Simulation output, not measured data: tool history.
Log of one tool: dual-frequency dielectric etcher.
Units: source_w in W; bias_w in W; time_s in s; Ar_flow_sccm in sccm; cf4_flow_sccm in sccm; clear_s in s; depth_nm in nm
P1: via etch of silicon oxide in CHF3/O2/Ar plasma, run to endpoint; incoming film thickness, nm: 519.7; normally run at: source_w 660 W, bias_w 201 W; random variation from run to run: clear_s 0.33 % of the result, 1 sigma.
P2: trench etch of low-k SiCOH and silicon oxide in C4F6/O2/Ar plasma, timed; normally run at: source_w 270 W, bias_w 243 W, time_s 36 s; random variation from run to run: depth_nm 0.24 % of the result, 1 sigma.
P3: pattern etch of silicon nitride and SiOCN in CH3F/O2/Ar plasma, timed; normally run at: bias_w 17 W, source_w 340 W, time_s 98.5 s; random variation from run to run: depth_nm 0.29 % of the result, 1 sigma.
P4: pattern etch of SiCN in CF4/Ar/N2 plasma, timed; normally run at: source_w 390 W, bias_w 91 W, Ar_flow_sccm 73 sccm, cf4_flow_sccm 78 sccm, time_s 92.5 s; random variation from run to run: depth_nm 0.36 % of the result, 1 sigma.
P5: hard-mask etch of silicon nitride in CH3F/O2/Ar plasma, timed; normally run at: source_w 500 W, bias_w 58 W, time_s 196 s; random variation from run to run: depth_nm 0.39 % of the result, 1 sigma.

run   hour  process  source_w  bias_w  time_s  Ar_flow_sccm  cf4_flow_sccm  clear_s  depth_nm
  1    6.5       P1       660     201                                        243.27
  2   11.5       P5       500      80     196                                          157.89
  3   16.8       P1       660     201                                        244.66
  4   21.8       P1       660     249                                        228.43
  5   29.9       P1       870     201                                         221.5
  6   34.8       P5       500      58     113                                          81.504
  7   42.6       P4       390      91    92.5            73            105             83.284
  8   46.7       P3       450      17    98.5                                          11.778
  9   54.4       P4       390      57    92.5            73             78              68.79
 10   60.8       P1       410     201                                        293.62
 11   65.6       P1       660     201                                        245.25
 12   70.1       P4       390      91    92.5           100             78             77.108
 13   78.8       P1       660     201                                        244.79
 14   85.7       P5       500      58     196                                          142.99
 15   93.1       P3       340      17    63.5                                          6.8704
 16   98.4       P4       390      91   129.5            73             78              112.8
     104.3  -- bias power generator calibrated
 17  104.7       P1       870     254                                        204.07
 18  109.6       P2       270     298      36                                          115.42
 19  114.9       P5       670      58     196                                          158.86
 20  122.5       P4       390      91    92.5            73             78             79.926
 21  126.6       P1       660     201                                         244.7
 22  132.9       P3       340      17    98.5                                          10.681
 23  138.3       P2       390     243      36                                          124.33
 24  145.9       P3       340      11    98.5                                          8.9705
 25  154.6       P4       310      91    92.5            73             78             65.939
 26  160.7       P1       500     137                                        309.33
 27  167.8       P1       430     159                                        312.07
 28  174.3       P2       270     243      36                                          107.93
 29  180.3       P2       270     243      54                                          161.79
 30  185.9       P5       500      58     196                                          141.33

Run 31 comes next. What will it give?
 31  191.5       P1       660     156                                             ?

Run 31 gave clear_s 265.82 s.
